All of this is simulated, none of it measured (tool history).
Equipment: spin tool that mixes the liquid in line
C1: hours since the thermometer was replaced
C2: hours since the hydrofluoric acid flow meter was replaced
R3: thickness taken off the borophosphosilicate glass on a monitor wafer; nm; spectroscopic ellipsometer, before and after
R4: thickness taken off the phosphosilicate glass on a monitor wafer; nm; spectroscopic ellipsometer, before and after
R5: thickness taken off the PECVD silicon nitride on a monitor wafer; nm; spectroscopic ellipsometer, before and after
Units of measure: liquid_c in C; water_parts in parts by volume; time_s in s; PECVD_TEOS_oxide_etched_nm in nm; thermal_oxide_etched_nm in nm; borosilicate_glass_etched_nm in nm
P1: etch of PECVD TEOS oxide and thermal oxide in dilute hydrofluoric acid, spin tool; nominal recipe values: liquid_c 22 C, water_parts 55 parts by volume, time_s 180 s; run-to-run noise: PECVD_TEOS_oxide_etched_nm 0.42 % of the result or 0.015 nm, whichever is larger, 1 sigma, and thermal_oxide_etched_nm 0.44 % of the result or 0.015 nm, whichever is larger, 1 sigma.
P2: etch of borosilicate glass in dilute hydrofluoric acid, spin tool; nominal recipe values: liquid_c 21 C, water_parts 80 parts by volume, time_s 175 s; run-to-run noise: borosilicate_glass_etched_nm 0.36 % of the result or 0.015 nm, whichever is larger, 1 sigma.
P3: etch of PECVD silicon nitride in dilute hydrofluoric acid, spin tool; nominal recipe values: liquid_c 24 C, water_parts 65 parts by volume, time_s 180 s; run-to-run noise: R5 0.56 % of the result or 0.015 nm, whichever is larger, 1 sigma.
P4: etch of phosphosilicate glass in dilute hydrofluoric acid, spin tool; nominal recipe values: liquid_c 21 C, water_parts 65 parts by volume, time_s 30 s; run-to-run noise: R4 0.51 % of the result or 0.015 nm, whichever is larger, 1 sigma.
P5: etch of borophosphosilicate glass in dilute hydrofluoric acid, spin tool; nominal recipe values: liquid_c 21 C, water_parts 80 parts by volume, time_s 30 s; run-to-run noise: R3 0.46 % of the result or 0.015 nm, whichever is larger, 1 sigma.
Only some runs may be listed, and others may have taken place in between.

{"run": 1, "hour": 15.5, "process": "P1", "liquid_c": 22, "water_parts": 55, "time_s": 180, "C1": 767.6, "C2": 1635.2, "PECVD_TEOS_oxide_etched_nm": 38.123, "thermal_oxide_etched_nm": 15.464}
{"run": 2, "hour": 23.8, "process": "P5", "liquid_c": 21, "water_parts": 130, "time_s": 30, "C1": 775.9, "C2": 1643.5, "R3": 12.259}
{"run": 3, "hour": 39.4, "process": "P1", "liquid_c": 22, "water_parts": 55, "time_s": 180, "C1": 791.5, "C2": 1659.1, "PECVD_TEOS_oxide_etched_nm": 38.298, "thermal_oxide_etched_nm": 15.412}
{"run": 4, "hour": 58.4, "process": "P1", "liquid_c": 22, "water_parts": 55, "time_s": 180, "C1": 810.5, "C2": 1678.1, "PECVD_TEOS_oxide_etched_nm": 38.053, "thermal_oxide_etched_nm": 15.453}
{"run": 5, "hour": 66.9, "process": "P5", "liquid_c": 21, "water_parts": 80, "time_s": 55, "C1": 819.0, "C2": 1686.6, "R3": 38.783}
{"run": 6, "hour": 79.3, "process": "P4", "liquid_c": 21, "water_parts": 65, "time_s": 30, "C1": 831.4, "C2": 1699.0, "R4": 76.589}
{"run": 7, "hour": 95.7, "process": "P3", "liquid_c": 24, "water_parts": 65, "time_s": 180, "C1": 847.8, "C2": 1715.4, "R5": 4.7053}
{"run": 8, "hour": 106.6, "process": "P4", "liquid_c": 21, "water_parts": 65, "time_s": 45, "C1": 858.7, "C2": 1726.3, "R4": 115.07}
{"run": 9, "hour": 121.9, "process": "P1", "liquid_c": 28, "water_parts": 55, "time_s": 180, "C1": 874.0, "C2": 1741.6, "PECVD_TEOS_oxide_etched_nm": 48.792, "thermal_oxide_etched_nm": 19.653}
{"run": 10, "hour": 136.4, "process": "P2", "liquid_c": 21, "water_parts": 80, "time_s": 175, "C1": 888.5, "C2": 1756.1, "borosilicate_glass_etched_nm": 51.478}
{"run": 11, "hour": 145.1, "process": "P3", "liquid_c": 24, "water_parts": 65, "time_s": 25, "C1": 897.2, "C2": 1764.8, "R5": 0.68086}
{"run": 12, "hour": 154.7, "process": "P1", "liquid_c": 22, "water_parts": 55, "time_s": 330, "C1": 906.8, "C2": 1774.4, "PECVD_TEOS_oxide_etched_nm": 70.028, "thermal_oxide_etched_nm": 28.396}
{"run": 13, "hour": 169.9, "process": "P1", "liquid_c": 22, "water_parts": 55, "time_s": 180, "C1": 922.0, "C2": 1789.6, "PECVD_TEOS_oxide_etched_nm": 37.918, "thermal_oxide_etched_nm": 15.468}
{"run": 14, "hour": 183.5, "process": "P1", "liquid_c": 22, "water_parts": 55, "time_s": 180, "C1": 935.6, "C2": 1803.2, "PECVD_TEOS_oxide_etched_nm": 38.076, "thermal_oxide_etched_nm": 15.484}
{"hour": 185.4, "done": "thermometer replaced"}
{"run": 15, "hour": 198.1, "process": "P2", "liquid_c": 21, "water_parts": 80, "time_s": 60, "C1": 12.7, "C2": 1817.8, "borosilicate_glass_etched_nm": 17.781}
{"run": 16, "hour": 208.7, "process": "P2", "liquid_c": 21, "water_parts": 140, "time_s": 175, "C1": 23.3, "C2": 1828.4, "borosilicate_glass_etched_nm": 27.659}
{"run": 17, "hour": 222.4, "process": "P3", "liquid_c": 24, "water_parts": 65, "time_s": 180, "C1": 37.0, "C2": 1842.1, "R5": 4.7096}
{"run": 18, "hour": 239.6, "process": "P1", "liquid_c": 22, "water_parts": 55, "time_s": 80, "C1": 54.2, "C2": 1859.3, "PECVD_TEOS_oxide_etched_nm": 16.926, "thermal_oxide_etched_nm": 6.8751}
{"run": 19, "hour": 258.2, "process": "P1", "liquid_c": 22, "water_parts": 55, "time_s": 180, "C1": 72.8, "C2": 1877.9, "PECVD_TEOS_oxide_etched_nm": 38.025, "thermal_oxide_etched_nm": 15.388}
{"run": 20, "hour": 270.5, "process": "P4", "liquid_c": 28, "water_parts": 65, "time_s": 30, "C1": 85.1, "C2": 1890.2, "R4": 101.39}
{"run": 21, "hour": 287.2, "process": "P1", "liquid_c": 22, "water_parts": 20, "time_s": 180, "C1": 101.8, "C2": 1906.9, "PECVD_TEOS_oxide_etched_nm": 109.04, "thermal_oxide_etched_nm": 44.2}
{"run": 22, "hour": 297.7, "process": "P3", "liquid_c": 17, "water_parts": 65, "time_s": 180, "C1": 112.3, "C2": 1917.4, "R5": 2.9326}
{"run": 23, "hour": 306.3, "process": "P2", "liquid_c": 21, "water_parts": 80, "time_s": 175, "C1": 120.9, "C2": 1926.0, "borosilicate_glass_etched_nm": 51.801}
{"run": 24, "hour": 324.4, "process": "P1", "liquid_c": 17, "water_parts": 55, "time_s": 180, "C1": 139.0, "C2": 1944.1, "PECVD_TEOS_oxide_etched_nm": 31.036, "thermal_oxide_etched_nm": 12.44}
{"run": 25, "hour": 334.0, "process": "P4", "liquid_c": 21, "water_parts": 30, "time_s": 30, "C1": 148.6, "C2": 1953.7, "R4": 172.18}
{"run": 26, "hour": 350.1, "process": "P1", "liquid_c": 22, "water_parts": 55, "time_s": 180, "C1": 164.7, "C2": 1969.8, "PECVD_TEOS_oxide_etched_nm": 38.355, "thermal_oxide_etched_nm": 15.355}
{"run": 27, "hour": 362.8, "process": "P5", "liquid_c": 17, "water_parts": 80, "time_s": 30, "C1": 177.4, "C2": 1982.5, "R3": 17.578}

Run 28 is up next; what results do you expect?
{"run": 28, "hour": 374.6, "process": "P1", "liquid_c": 22, "water_parts": 100, "time_s": 15, "C1": 189.2, "C2": 1994.3, "PECVD_TEOS_oxide_etched_nm": "?", "thermal_oxide_etched_nm": "?"}

{"run 28": {"PECVD_TEOS_oxide_etched_nm": 1.6539, "thermal_oxide_etched_nm": 0.68581}}
